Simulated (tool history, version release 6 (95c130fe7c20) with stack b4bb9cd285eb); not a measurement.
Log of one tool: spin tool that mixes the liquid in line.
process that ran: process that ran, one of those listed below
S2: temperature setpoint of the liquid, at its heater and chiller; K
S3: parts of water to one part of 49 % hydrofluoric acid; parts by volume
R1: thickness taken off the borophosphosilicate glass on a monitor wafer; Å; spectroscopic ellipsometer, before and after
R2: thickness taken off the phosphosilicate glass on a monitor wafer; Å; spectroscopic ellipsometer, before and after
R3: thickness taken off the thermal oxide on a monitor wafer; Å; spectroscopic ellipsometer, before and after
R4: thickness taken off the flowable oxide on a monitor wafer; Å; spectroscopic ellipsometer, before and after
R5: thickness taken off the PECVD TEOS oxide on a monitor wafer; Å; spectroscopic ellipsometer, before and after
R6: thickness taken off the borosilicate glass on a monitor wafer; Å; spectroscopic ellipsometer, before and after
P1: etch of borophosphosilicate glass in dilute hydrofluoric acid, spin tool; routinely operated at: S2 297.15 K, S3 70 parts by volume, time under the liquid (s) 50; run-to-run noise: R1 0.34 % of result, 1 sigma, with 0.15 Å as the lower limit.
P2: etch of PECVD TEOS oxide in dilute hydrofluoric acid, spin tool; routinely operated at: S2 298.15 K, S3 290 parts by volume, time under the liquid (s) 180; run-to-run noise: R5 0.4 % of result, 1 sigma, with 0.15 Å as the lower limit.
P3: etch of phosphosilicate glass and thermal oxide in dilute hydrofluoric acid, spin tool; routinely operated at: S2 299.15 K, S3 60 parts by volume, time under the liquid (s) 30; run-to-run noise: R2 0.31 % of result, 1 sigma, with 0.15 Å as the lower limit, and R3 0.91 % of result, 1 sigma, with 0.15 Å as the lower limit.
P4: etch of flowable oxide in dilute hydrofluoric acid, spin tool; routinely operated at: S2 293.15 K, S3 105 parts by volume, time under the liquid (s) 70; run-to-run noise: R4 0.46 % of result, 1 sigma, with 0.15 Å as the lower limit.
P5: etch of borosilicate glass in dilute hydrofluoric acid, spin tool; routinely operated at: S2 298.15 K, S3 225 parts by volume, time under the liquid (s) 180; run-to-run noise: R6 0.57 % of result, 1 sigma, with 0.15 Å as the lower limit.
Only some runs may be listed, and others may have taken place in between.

Run 1, hour 4.8: process that ran P1, S2 297.15 K, S3 70 parts by volume, time under the liquid (s) 50. Result: R1 438.36 Å.
Run 2, hour 12.2: process that ran P1, S2 297.15 K, S3 70 parts by volume, time under the liquid (s) 50. Result: R1 437.33 Å.
Run 3, hour 19.9: process that ran P1, S2 304.65 K, S3 70 parts by volume, time under the liquid (s) 50. Result: R1 585.01 Å.
Run 4, hour 24.9: process that ran P3, S2 290.65 K, S3 60 parts by volume, time under the liquid (s) 30. Result: R2 801.14 Å, R3 19.7 Å.
Run 5, hour 31.1: process that ran P1, S2 297.15 K, S3 70 parts by volume, time under the liquid (s) 50. Result: R1 436.93 Å.
Run 6, hour 38.7: process that ran P4, S2 293.15 K, S3 105 parts by volume, time under the liquid (s) 70. Result: R4 199.91 Å.
Run 7, hour 45: process that ran P1, S2 302.15 K, S3 40 parts by volume, time under the liquid (s) 50. Result: R1 973.92 Å.
Run 8, hour 49.7: process that ran P1, S2 290.15 K, S3 70 parts by volume, time under the liquid (s) 50. Result: R1 328.26 Å.
At hour 50.8: thermometer replaced.
Run 9, hour 58.8: process that ran P3, S2 299.15 K, S3 60 parts by volume, time under the liquid (s) 30. Result: R2 1142.8 Å, R3 27.481 Å.
Run 10, hour 65.6: process that ran P1, S2 297.15 K, S3 70 parts by volume, time under the liquid (s) 80. Result: R1 694.44 Å.
Run 11, hour 73.1: process that ran P1, S2 297.15 K, S3 70 parts by volume, time under the liquid (s) 15. Result: R1 131.45 Å.
Run 12, hour 82: process that ran P1, S2 297.15 K, S3 20 parts by volume, time under the liquid (s) 50. Result: R1 1631.6 Å.
Run 13, hour 89.2: process that ran P4, S2 293.15 K, S3 105 parts by volume, time under the liquid (s) 130. Result: R4 372.03 Å.
Run 14, hour 97.3: process that ran P2, S2 298.15 K, S3 290 parts by volume, time under the liquid (s) 180. Result: R5 145.42 Å.
Run 15, hour 106.1: process that ran P1, S2 297.15 K, S3 70 parts by volume, time under the liquid (s) 50. Result: R1 437.35 Å.
Run 16, hour 114.4: process that ran P2, S2 306.15 K, S3 290 parts by volume, time under the liquid (s) 180. Result: R5 190.73 Å.
Run 17, hour 123.5: process that ran P1, S2 290.65 K, S3 70 parts by volume, time under the liquid (s) 15. Result: R1 99.403 Å.
Run 18, hour 131.8: process that ran P2, S2 298.15 K, S3 290 parts by volume, time under the liquid (s) 65. Result: R5 52.811 Å.
Run 19, hour 141.4: process that ran P1, S2 297.15 K, S3 70 parts by volume, time under the liquid (s) 50. Result: R1 435.56 Å.
Run 20, hour 149: process that ran P1, S2 297.15 K, S3 95 parts by volume, time under the liquid (s) 50. Result: R1 311.81 Å.
Run 21, hour 153.7: process that ran P5, S2 298.15 K, S3 225 parts by volume, time under the liquid (s) 180. Result: R6 169.89 Å.
Run 22, hour 161.3: process that ran P2, S2 298.15 K, S3 405 parts by volume, time under the liquid (s) 180. Result: R5 94.046 Å.
Run 23, hour 166.9: process that ran P3, S2 299.15 K, S3 60 parts by volume, time under the liquid (s) 30. Result: R2 1144.5 Å, R3 27.861 Å.
Run 24, hour 174.1: process that ran P3, S2 299.15 K, S3 85 parts by volume, time under the liquid (s) 30. Result: R2 777.65 Å, R3 18.27 Å.
Run 25, hour 183.9: process that ran P4, S2 300.65 K, S3 105 parts by volume, time under the liquid (s) 70. Result: R4 267.91 Å.
Run 26, hour 193.3: process that ran P2, S2 298.15 K, S3 290 parts by volume, time under the liquid (s) 180. Result: R5 146.13 Å.
Run 27, hour 199.1: process that ran P4, S2 293.15 K, S3 170 parts by volume, time under the liquid (s) 70. Result: R4 115.1 Å.
Run 28, hour 204.2: process that ran P5, S2 291.15 K, S3 225 parts by volume, time under the liquid (s) 180. Result: R6 129.25 Å.
Run 29, hour 212.5: process that ran P5, S2 298.15 K, S3 225 parts by volume, time under the liquid (s) 25. Result: R6 23.43 Å.
Run 30, hour 217.7: process that ran P3, S2 299.15 K, S3 60 parts by volume, time under the liquid (s) 55. Result: R2 2095.6 Å, R3 50.222 Å.

Run 31 comes next. What will it give?
Run 31, hour 224.2: process that ran P1, S2 297.15 K, S3 70 parts by volume, time under the liquid (s) 50. Result: R1 ?.

For run 31 the tool returned R1 436.24 Å.
